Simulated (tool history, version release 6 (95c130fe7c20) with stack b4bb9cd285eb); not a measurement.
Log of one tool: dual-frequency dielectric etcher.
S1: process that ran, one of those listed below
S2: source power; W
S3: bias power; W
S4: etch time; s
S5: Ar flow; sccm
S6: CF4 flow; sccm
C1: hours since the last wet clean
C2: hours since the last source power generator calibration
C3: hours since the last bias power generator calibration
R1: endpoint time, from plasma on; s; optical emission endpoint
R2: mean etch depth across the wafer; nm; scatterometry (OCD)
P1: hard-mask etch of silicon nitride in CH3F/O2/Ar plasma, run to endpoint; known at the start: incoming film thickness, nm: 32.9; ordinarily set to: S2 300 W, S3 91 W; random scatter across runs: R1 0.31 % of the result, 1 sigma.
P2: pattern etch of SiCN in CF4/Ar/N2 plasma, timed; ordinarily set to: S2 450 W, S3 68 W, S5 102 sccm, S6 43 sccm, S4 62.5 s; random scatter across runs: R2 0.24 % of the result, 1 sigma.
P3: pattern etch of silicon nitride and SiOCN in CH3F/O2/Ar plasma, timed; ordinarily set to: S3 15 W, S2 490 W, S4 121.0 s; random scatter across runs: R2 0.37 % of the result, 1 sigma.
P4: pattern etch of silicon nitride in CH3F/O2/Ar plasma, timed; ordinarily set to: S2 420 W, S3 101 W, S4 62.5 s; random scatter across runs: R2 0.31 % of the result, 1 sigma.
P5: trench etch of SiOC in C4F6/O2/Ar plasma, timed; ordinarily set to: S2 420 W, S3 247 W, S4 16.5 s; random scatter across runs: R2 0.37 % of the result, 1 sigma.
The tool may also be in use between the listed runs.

run,day,S1,S2,S3,S4,S5,S6,C1,C2,C3,R1,R2
1,0.438,P1,300,91,,,,413.4,1359.7,1140.4,48.869,
2,0.971,P1,200,75,,,,426.2,1372.5,1153.2,61.284,
3,1.533,P4,330,101,62.5,,,439.7,1386.0,1166.7,,44.490
4,1.921,P2,450,68,78.5,102,43,449.0,1395.3,1176.0,,60.454
5,2.329,P1,300,91,,,,458.8,1405.1,1185.8,49.118,
6,2.925,P2,450,68,62.5,102,43,473.1,1419.4,1200.1,,47.978
7,3.471,P5,420,334,16.5,,,486.2,1432.5,1213.2,,42.813
8,3.833,P2,450,50,62.5,102,43,494.9,1441.2,1221.9,,42.850
9,4.188,P1,300,129,,,,503.4,1449.7,1230.4,43.162,
10,4.471,P3,490,15,121.0,,,510.2,1456.5,1237.2,,14.921
# day 4.542: wet clean of the chamber
11,5.046,P2,270,68,62.5,102,43,12.2,1470.3,1251.0,,30.802
12,5.388,P5,420,247,12.0,,,20.4,1478.5,1259.2,,28.025
13,5.762,P1,370,91,,,,29.4,1487.5,1268.2,45.233,
14,6.300,P1,390,76,,,,42.3,1500.4,1281.1,47.343,
15,6.896,P1,300,91,,,,56.6,1514.7,1295.4,49.176,
16,7.350,P1,300,57,,,,67.5,1525.6,1306.3,57.891,
17,7.883,P3,490,20,121.0,,,80.3,1538.4,1319.1,,17.014
18,8.338,P1,300,91,,,,91.2,1549.3,1330.0,49.244,
19,8.608,P4,420,101,62.5,,,97.7,1555.8,1336.5,,48.937

Expected results for the next run?
20,9.071,P2,450,68,62.5,102,60,108.8,1566.9,1347.6,,?

For run 20 the tool returned R2 50.875 nm.
